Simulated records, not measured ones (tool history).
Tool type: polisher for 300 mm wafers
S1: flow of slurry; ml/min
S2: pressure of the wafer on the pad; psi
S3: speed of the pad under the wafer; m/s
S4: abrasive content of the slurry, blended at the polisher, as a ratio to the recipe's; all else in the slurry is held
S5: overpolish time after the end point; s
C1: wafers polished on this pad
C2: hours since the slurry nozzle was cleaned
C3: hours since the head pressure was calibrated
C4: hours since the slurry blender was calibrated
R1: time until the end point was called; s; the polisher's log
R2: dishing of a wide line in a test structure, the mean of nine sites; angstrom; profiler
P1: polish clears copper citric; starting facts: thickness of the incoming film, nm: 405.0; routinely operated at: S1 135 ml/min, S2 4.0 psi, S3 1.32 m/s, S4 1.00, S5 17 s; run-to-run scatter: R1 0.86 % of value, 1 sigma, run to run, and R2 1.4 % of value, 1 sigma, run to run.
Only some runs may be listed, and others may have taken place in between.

Run 1, day 0.471: S1 135 ml/min, S2 4.0 psi, S3 1.32 m/s, S4 1.00, S5 17 s; C1 493; C2 51.5; C3 789.2; C4 101.6. Result: R1 94.257 s, R2 393.62 angstrom.
Run 2, day 0.767: S1 135 ml/min, S2 4.0 psi, S3 1.32 m/s, S4 1.00, S5 17 s; C1 566; C2 58.6; C3 796.3; C4 108.7. Result: R1 93.410 s, R2 395.17 angstrom.
Run 3, day 0.988: S1 195 ml/min, S2 4.0 psi, S3 1.32 m/s, S4 1.00, S5 17 s; C1 621; C2 63.9; C3 801.6; C4 114.0. Result: R1 87.794 s, R2 407.24 angstrom.
Run 4, day 1.212: S1 135 ml/min, S2 4.0 psi, S3 1.32 m/s, S4 1.00, S5 17 s; C1 676; C2 69.3; C3 807.0; C4 119.4. Result: R1 94.627 s, R2 406.67 angstrom.
Run 5, day 1.454: S1 135 ml/min, S2 4.0 psi, S3 0.70 m/s, S4 1.00, S5 17 s; C1 736; C2 75.1; C3 812.8; C4 125.2. Result: R1 174.080 s, R2 252.12 angstrom.
Run 6, day 1.796: S1 190 ml/min, S2 2.6 psi, S3 1.32 m/s, S4 1.00, S5 17 s; C1 821; C2 83.3; C3 821.0; C4 133.4. Result: R1 136.790 s, R2 302.60 angstrom.
Run 7, day 2.267: S1 135 ml/min, S2 4.0 psi, S3 1.32 m/s, S4 1.00, S5 17 s; C1 937; C2 94.6; C3 832.3; C4 144.7. Result: R1 93.561 s, R2 397.53 angstrom.
Run 8, day 2.554: S1 135 ml/min, S2 4.0 psi, S3 1.32 m/s, S4 1.00, S5 27 s; C1 1009; C2 101.5; C3 839.2; C4 151.6. Result: R1 92.955 s, R2 530.59 angstrom.
Run 9, day 3.029: S1 135 ml/min, S2 4.0 psi, S3 1.32 m/s, S4 1.00, S5 17 s; C1 1126; C2 112.9; C3 850.6; C4 163.0. Result: R1 93.485 s, R2 402.03 angstrom.
Run 10, day 3.308: S1 135 ml/min, S2 6.2 psi, S3 1.32 m/s, S4 1.00, S5 17 s; C1 1195; C2 119.6; C3 857.3; C4 169.7. Result: R1 60.945 s, R2 553.58 angstrom.
Run 11, day 3.558: S1 135 ml/min, S2 4.0 psi, S3 1.84 m/s, S4 1.00, S5 17 s; C1 1257; C2 125.6; C3 863.3; C4 175.7. Result: R1 68.013 s, R2 490.28 angstrom.
Run 12, day 3.833: S1 135 ml/min, S2 4.0 psi, S3 1.32 m/s, S4 1.00, S5 17 s; C1 1325; C2 132.2; C3 869.9; C4 182.3. Result: R1 94.888 s, R2 408.60 angstrom.
Run 13, day 4.283: S1 80 ml/min, S2 4.0 psi, S3 1.32 m/s, S4 1.00, S5 17 s; C1 1437; C2 143.0; C3 880.7; C4 193.1. Result: R1 107.460 s, R2 365.91 angstrom.
At day 4.288: head pressure recalibrated.
At day 4.312: slurry blender recalibrated.
Run 14, day 4.675: S1 135 ml/min, S2 1.8 psi, S3 1.32 m/s, S4 1.00, S5 17 s; C1 1534; C2 152.4; C3 9.3; C4 8.8. Result: R1 204.150 s, R2 207.60 angstrom.
Run 15, day 5.054: S1 135 ml/min, S2 4.0 psi, S3 1.32 m/s, S4 1.40, S5 17 s; C1 1628; C2 161.5; C3 18.4; C4 17.9. Result: R1 87.715 s, R2 426.92 angstrom.
Run 16, day 5.358: S1 135 ml/min, S2 4.0 psi, S3 1.32 m/s, S4 0.55, S5 17 s; C1 1703; C2 168.8; C3 25.7; C4 25.2. Result: R1 108.040 s, R2 367.30 angstrom.
Run 17, day 5.625: S1 135 ml/min, S2 4.0 psi, S3 1.32 m/s, S4 1.00, S5 5 s; C1 1769; C2 175.2; C3 32.1; C4 31.6. Result: R1 94.348 s, R2 148.54 angstrom.
Run 18, day 5.900: S1 135 ml/min, S2 4.0 psi, S3 1.32 m/s, S4 1.00, S5 17 s; C1 1837; C2 181.8; C3 38.7; C4 38.2. Result: R1 92.807 s, R2 404.75 angstrom.
Run 19, day 6.221: S1 135 ml/min, S2 4.0 psi, S3 1.32 m/s, S4 1.00, S5 17 s; C1 1917; C2 189.5; C3 46.4; C4 45.9. Result: R1 97.848 s, R2 391.74 angstrom.
Run 20, day 6.604: S1 135 ml/min, S2 4.0 psi, S3 1.32 m/s, S4 1.00, S5 17 s; C1 2012; C2 198.7; C3 55.6; C4 55.1. Result: R1 101.650 s, R2 387.82 angstrom.
At day 6.804: head pressure recalibrated.
Run 21, day 7.033: S1 135 ml/min, S2 4.0 psi, S3 1.32 m/s, S4 1.00, S5 17 s; C1 2118; C2 209.0; C3 5.5; C4 65.4. Result: R1 104.130 s, R2 375.11 angstrom.
Run 22, day 7.292: S1 135 ml/min, S2 4.0 psi, S3 1.32 m/s, S4 1.00, S5 17 s; C1 2182; C2 215.2; C3 11.7; C4 71.6. Result: R1 102.320 s, R2 387.76 angstrom.
At day 7.429: slurry blender recalibrated.
Run 23, day 7.529: S1 135 ml/min, S2 4.0 psi, S3 1.32 m/s, S4 1.00, S5 17 s; C1 2241; C2 220.9; C3 17.4; C4 2.4. Result: R1 102.870 s, R2 369.55 angstrom.
Run 24, day 7.825: S1 135 ml/min, S2 4.0 psi, S3 1.32 m/s, S4 1.00, S5 17 s; C1 2314; C2 228.0; C3 24.5; C4 9.5. Result: R1 103.760 s, R2 379.63 angstrom.
Run 25, day 8.075: S1 135 ml/min, S2 4.0 psi, S3 1.32 m/s, S4 1.00, S5 17 s; C1 2376; C2 234.0; C3 30.5; C4 15.5. Result: R1 102.310 s, R2 380.04 angstrom.

Something has made what P1 gives creep away from where it was; the 2 causes below, each at its own stated size, fit the log equally well:
A: slurry flow missing at the pad, % = 33.3
B: removal rate lost through wear of the pad, % = 8.95
Onset of the creep was near day 5.900.
Other possible causes, and why each is ruled out:
head's pressure below its setpoint, %: serviced at day 6.804, after the change had begun; the process did not return to its earlier output
abrasive missing from the slurry, %: serviced at day 7.429, after the change had begun; the process did not return to its earlier output

Which of the 4 check runs listed below, each an average over 5 wafers with its results shown as question marks, gives clearly different results under the different listed causes?
Run check 1, day 8.325: S1 135 ml/min, S2 2.3 psi, S3 1.32 m/s, S4 1.00, S5 17 s. Result: R1 ?, R2 ?.
Run check 2, day 8.325: S1 135 ml/min, S2 1.9 psi, S3 1.32 m/s, S4 1.00, S5 5 s. Result: R1 ?, R2 ?.
Run check 3, day 8.325: S1 95 ml/min, S2 3.0 psi, S3 1.32 m/s, S4 1.00, S5 17 s. Result: R1 ?, R2 ?.
Run check 4, day 8.325: S1 135 ml/min, S2 3.2 psi, S3 1.32 m/s, S4 1.00, S5 17 s. Result: R1 ?, R2 ?.

Expected result of each check under each candidate cause:
  check  result     if A     if B
check 1      R1  178.350  178.330
check 1      R2  242.220  242.230
check 2      R1  214.820  214.800
check 2      R2   69.756   69.761
check 3      R1  153.930  148.850
check 3      R2  275.820  283.000
check 4      R1  129.050  129.040
check 4      R2  316.080  316.100
Separation of the two closest causes in each check, using whichever result separates them best: check 1 0.01 %; check 2 0.01 %; check 3 3.36 %; check 4 0.01 %
Check 3 is the one run that separates the causes; every other check would come out nearly the same whichever cause is at work.

Check 3 was then run and gave: R1 148.740 s; R2 284.990 angstrom. Which cause is it?

It was cause B: removal rate lost through wear of the pad, %.
